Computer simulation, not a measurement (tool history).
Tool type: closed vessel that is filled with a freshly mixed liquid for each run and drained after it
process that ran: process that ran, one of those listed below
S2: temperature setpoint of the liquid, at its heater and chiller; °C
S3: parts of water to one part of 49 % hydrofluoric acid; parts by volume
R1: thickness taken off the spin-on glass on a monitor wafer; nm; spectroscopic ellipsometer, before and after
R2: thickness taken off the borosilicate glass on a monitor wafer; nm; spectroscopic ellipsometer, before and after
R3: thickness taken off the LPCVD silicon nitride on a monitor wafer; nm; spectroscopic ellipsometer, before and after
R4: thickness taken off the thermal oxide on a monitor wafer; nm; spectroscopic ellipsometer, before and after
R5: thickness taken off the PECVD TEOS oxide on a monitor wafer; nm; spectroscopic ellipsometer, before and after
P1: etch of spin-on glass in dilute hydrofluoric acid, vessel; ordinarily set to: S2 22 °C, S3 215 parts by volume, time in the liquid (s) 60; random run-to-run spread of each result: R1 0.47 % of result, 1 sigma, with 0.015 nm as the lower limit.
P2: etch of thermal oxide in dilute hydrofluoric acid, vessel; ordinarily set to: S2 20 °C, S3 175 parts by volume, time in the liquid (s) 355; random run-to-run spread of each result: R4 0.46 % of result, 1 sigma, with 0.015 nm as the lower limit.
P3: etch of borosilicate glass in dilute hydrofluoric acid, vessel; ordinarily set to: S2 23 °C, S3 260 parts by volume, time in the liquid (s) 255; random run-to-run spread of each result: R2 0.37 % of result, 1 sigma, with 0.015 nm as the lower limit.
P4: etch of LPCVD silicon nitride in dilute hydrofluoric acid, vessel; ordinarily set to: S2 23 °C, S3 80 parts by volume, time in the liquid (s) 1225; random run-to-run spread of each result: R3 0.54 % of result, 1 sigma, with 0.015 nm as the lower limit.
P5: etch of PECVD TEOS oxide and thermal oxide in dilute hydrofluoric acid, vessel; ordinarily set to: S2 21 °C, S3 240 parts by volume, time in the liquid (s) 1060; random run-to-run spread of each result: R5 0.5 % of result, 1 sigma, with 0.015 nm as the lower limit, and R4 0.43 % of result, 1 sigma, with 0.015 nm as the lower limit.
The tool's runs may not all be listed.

{"run": 1, "hour": 8.7, "process that ran": "P1", "S2": 22, "S3": 215, "time in the liquid (s)": 60, "R1": 8.5953}
{"run": 2, "hour": 18.1, "process that ran": "P3", "S2": 23, "S3": 405, "time in the liquid (s)": 255, "R2": 18.597}
{"run": 3, "hour": 22.4, "process that ran": "P4", "S2": 23, "S3": 80, "time in the liquid (s)": 1225, "R3": 8.4113}
{"run": 4, "hour": 31.1, "process that ran": "P2", "S2": 20, "S3": 175, "time in the liquid (s)": 355, "R4": 7.2405}
{"run": 5, "hour": 36.6, "process that ran": "P5", "S2": 21, "S3": 240, "time in the liquid (s)": 1060, "R4": 17.017, "R5": 39.392}
{"run": 6, "hour": 45.4, "process that ran": "P4", "S2": 23, "S3": 135, "time in the liquid (s)": 1225, "R3": 4.9396}
{"run": 7, "hour": 51.4, "process that ran": "P1", "S2": 26.5, "S3": 215, "time in the liquid (s)": 60, "R1": 10.071}
{"run": 8, "hour": 57.5, "process that ran": "P1", "S2": 22, "S3": 70, "time in the liquid (s)": 60, "R1": 30.732}
{"run": 9, "hour": 63.1, "process that ran": "P1", "S2": 25.5, "S3": 215, "time in the liquid (s)": 35, "R1": 5.7112}
{"run": 10, "hour": 71.8, "process that ran": "P1", "S2": 22, "S3": 145, "time in the liquid (s)": 30, "R1": 6.8573}
{"run": 11, "hour": 81.3, "process that ran": "P1", "S2": 22, "S3": 215, "time in the liquid (s)": 60, "R1": 8.5107}
{"run": 12, "hour": 90.0, "process that ran": "P3", "S2": 23, "S3": 260, "time in the liquid (s)": 255, "R2": 33.261}
{"run": 13, "hour": 99.9, "process that ran": "P1", "S2": 22, "S3": 215, "time in the liquid (s)": 110, "R1": 15.609}
{"run": 14, "hour": 106.5, "process that ran": "P1", "S2": 22, "S3": 215, "time in the liquid (s)": 60, "R1": 8.5326}
{"run": 15, "hour": 113.1, "process that ran": "P2", "S2": 20, "S3": 175, "time in the liquid (s)": 75, "R4": 1.5165}
{"run": 16, "hour": 120.8, "process that ran": "P4", "S2": 23, "S3": 80, "time in the liquid (s)": 1225, "R3": 8.4035}
{"run": 17, "hour": 126.1, "process that ran": "P3", "S2": 23, "S3": 260, "time in the liquid (s)": 255, "R2": 32.885}
{"run": 18, "hour": 131.5, "process that ran": "P1", "S2": 22, "S3": 215, "time in the liquid (s)": 60, "R1": 8.5332}
{"run": 19, "hour": 139.3, "process that ran": "P1", "S2": 22, "S3": 215, "time in the liquid (s)": 60, "R1": 8.5042}
{"run": 20, "hour": 148.2, "process that ran": "P1", "S2": 22, "S3": 380, "time in the liquid (s)": 60, "R1": 4.1651}
{"run": 21, "hour": 157.1, "process that ran": "P1", "S2": 22, "S3": 215, "time in the liquid (s)": 35, "R1": 5.0308}

Run 22 comes next. What will it give?
{"run": 22, "hour": 165.1, "process that ran": "P5", "S2": 17, "S3": 240, "time in the liquid (s)": 1060, "R4": "?", "R5": "?"}

R4: 14.545 nm
R5: 33.995 nm

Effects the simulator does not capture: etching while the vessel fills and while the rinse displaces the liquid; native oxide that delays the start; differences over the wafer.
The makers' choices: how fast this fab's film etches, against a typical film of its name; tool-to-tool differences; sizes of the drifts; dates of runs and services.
